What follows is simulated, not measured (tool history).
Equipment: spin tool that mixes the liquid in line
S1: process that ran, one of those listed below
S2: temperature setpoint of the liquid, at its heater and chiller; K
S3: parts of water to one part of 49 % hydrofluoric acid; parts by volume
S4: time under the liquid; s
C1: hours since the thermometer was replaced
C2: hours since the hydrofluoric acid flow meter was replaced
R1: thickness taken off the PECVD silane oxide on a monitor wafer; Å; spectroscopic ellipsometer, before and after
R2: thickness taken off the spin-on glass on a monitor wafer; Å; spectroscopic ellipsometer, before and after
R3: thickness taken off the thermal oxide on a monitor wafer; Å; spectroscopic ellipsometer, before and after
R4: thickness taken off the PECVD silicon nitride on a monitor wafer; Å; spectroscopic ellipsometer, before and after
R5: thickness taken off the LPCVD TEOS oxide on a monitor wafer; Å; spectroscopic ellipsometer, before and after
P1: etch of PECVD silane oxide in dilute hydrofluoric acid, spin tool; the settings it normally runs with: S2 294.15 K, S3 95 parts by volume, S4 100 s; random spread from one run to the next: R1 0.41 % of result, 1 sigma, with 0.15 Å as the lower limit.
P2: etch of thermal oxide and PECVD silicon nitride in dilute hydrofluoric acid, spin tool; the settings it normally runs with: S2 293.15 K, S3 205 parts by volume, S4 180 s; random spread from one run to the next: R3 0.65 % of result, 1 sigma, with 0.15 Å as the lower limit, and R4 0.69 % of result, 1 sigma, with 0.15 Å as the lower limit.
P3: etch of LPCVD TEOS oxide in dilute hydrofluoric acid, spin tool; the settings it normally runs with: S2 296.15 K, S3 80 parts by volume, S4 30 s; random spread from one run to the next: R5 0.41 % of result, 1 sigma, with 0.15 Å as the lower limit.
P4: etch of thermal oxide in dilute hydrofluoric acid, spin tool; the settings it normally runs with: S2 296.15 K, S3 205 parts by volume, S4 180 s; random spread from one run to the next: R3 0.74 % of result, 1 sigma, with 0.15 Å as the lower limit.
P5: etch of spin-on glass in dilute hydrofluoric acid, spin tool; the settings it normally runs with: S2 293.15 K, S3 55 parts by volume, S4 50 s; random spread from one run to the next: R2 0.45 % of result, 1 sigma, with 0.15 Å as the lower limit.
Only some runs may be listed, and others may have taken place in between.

run 1 hour=10 | S1=P1 S2=294.15 S3=95 S4=100 | C1=275 C2=826.7 | R1=334.43
run 2 hour=19.4 | S1=P5 S2=293.15 S3=105 S4=50 | C1=284.4 C2=836.1 | R2=144.45
run 3 hour=36.3 | S1=P1 S2=294.15 S3=95 S4=150 | C1=301.3 C2=853 | R1=502.08
run 4 hour=44.5 | S1=P5 S2=293.15 S3=55 S4=80 | C1=309.5 C2=861.2 | R2=468.7
run 5 hour=58.6 | S1=P1 S2=294.15 S3=95 S4=100 | C1=323.6 C2=875.3 | R1=332.53
run 6 hour=75.8 | S1=P1 S2=290.15 S3=60 S4=100 | C1=340.8 C2=892.5 | R1=464
run 7 hour=84 | S1=P1 S2=294.15 S3=95 S4=25 | C1=349 C2=900.7 | R1=83.859
run 8 hour=95.3 | S1=P2 S2=290.15 S3=205 S4=180 | C1=360.3 C2=912 | R3=27.331 R4=31.442
run 9 hour=113.8 | S1=P2 S2=293.15 S3=205 S4=285 | C1=378.8 C2=930.5 | R3=48.773 R4=62.234
run 10 hour=131.1 | S1=P1 S2=294.15 S3=175 S4=100 | C1=396.1 C2=947.8 | R1=166.31
run 11 hour=142.9 | S1=P4 S2=296.15 S3=95 S4=180 | C1=407.9 C2=959.6 | R3=88.547
run 12 hour=151.6 | S1=P3 S2=290.15 S3=80 S4=30 | C1=416.6 C2=968.3 | R5=47.608
run 13 hour=164.6 | S1=P1 S2=299.15 S3=95 S4=100 | C1=429.6 C2=981.3 | R1=407.8
run 14 hour=174.2 | S1=P2 S2=293.15 S3=205 S4=180 | C1=439.2 C2=990.9 | R3=30.76 R4=38.833
run 15 hour=191.1 | S1=P5 S2=293.15 S3=55 S4=50 | C1=456.1 C2=1007.8 | R2=289.79
run 16 hour=202.7 | S1=P4 S2=296.15 S3=205 S4=180 | C1=467.7 C2=1019.4 | R3=36.233
-- hour=208.8 hydrofluoric acid flow meter replaced
run 17 hour=219.4 | S1=P5 S2=299.15 S3=55 S4=50 | C1=484.4 C2=10.6 | R2=373.06
run 18 hour=230.1 | S1=P1 S2=294.15 S3=95 S4=100 | C1=495.1 C2=21.3 | R1=334.58
run 19 hour=243.3 | S1=P3 S2=296.15 S3=130 S4=30 | C1=508.3 C2=34.5 | R5=35.686
run 20 hour=256.2 | S1=P4 S2=296.15 S3=205 S4=365 | C1=521.2 C2=47.4 | R3=73.529
run 21 hour=267.6 | S1=P1 S2=294.15 S3=40 S4=100 | C1=532.6 C2=58.8 | R1=852.03
run 22 hour=284.7 | S1=P1 S2=301.65 S3=95 S4=40 | C1=549.7 C2=75.9 | R1=182.03
run 23 hour=301.7 | S1=P1 S2=294.15 S3=95 S4=100 | C1=566.7 C2=92.9 | R1=336.07
run 24 hour=311.3 | S1=P2 S2=293.15 S3=350 S4=180 | C1=576.3 C2=102.5 | R3=15.972 R4=22.994
run 25 hour=324 | S1=P4 S2=292.15 S3=205 S4=180 | C1=589 C2=115.2 | R3=30.834
run 26 hour=333.8 | S1=P5 S2=293.15 S3=55 S4=50 | C1=598.8 C2=125 | R2=291.03
run 27 hour=343 | S1=P1 S2=294.15 S3=95 S4=100 | C1=608 C2=134.2 | R1=335.68
run 28 hour=351.1 | S1=P1 S2=290.15 S3=95 S4=100 | C1=616.1 C2=142.3 | R1=283.99
run 29 hour=367.3 | S1=P3 S2=296.15 S3=80 S4=30 | C1=632.3 C2=158.5 | R5=61.083
run 30 hour=381.2 | S1=P3 S2=296.15 S3=80 S4=15 | C1=646.2 C2=172.4 | R5=30.757
run 31 hour=389.7 | S1=P1 S2=294.15 S3=95 S4=100 | C1=654.7 C2=180.9 | R1=334.71
run 32 hour=398.5 | S1=P1 S2=294.15 S3=95 S4=100 | C1=663.5 C2=189.7 | R1=328.53
run 33 hour=416.5 | S1=P1 S2=294.15 S3=95 S4=100 | C1=681.5 C2=207.7 | R1=321.35
run 34 hour=427.7 | S1=P1 S2=294.15 S3=95 S4=100 | C1=692.7 C2=218.9 | R1=318.78
run 35 hour=446.2 | S1=P1 S2=294.15 S3=95 S4=100 | C1=711.2 C2=237.4 | R1=312.73
run 36 hour=464.4 | S1=P1 S2=294.15 S3=95 S4=100 | C1=729.4 C2=255.6 | R1=310.75
run 37 hour=474.1 | S1=P1 S2=294.15 S3=95 S4=100 | C1=739.1 C2=265.3 | R1=311.8
run 38 hour=485.9 | S1=P1 S2=294.15 S3=95 S4=100 | C1=750.9 C2=277.1 | R1=311.29
run 39 hour=496.6 | S1=P1 S2=294.15 S3=95 S4=100 | C1=761.6 C2=287.8 | R1=312.74

What P1 gives has crept off from where it sat before. The 2 causes that follow fit the log equally well, each at the size noted:
A: hydrofluoric acid flow below the setpoint (%) = 6.4
B: liquid colder than its thermometer reads (K) = 1.79
The process output started creeping at around hour 389.7.

Which of the check runs below tells the causes apart, meaning the causes would give it clearly different results? Each run uses 2 wafers whose results are averaged, and each result is shown as a question mark.
run check 1 hour=507.3 | S1=P3 S2=296.15 S3=80 S4=30 | R5=?
run check 2 hour=507.3 | S1=P2 S2=293.15 S3=205 S4=180 | R3=? R4=?
run check 3 hour=507.3 | S1=P4 S2=296.15 S3=205 S4=180 | R3=?
run check 4 hour=507.3 | S1=P5 S2=293.15 S3=55 S4=50 | R2=?

How each check would come out, cause by cause:
check=check_1 result=R5 if_A=56.808 if_B=56.792
check=check_2 result=R3 if_A=28.359 if_B=28.648
check=check_2 result=R4 if_A=36.303 if_B=34.394
check=check_3 result=R3 if_A=33.378 if_B=33.827
check=check_4 result=R2 if_A=270.64 if_B=269.11
Per check, the gap between the least separated pair of causes, taken in the result that splits them most: check 1 0.03 %; check 2 5.4 %; check 3 1.34 %; check 4 0.57 %
The causes can be told apart only by check 2. The other checks would give nearly the same results under each of them.

Here is what check 2 returned: R3 28.449 Å; R4 34.583 Å. Which cause is it?

The cause is B: liquid colder than its thermometer reads (K).
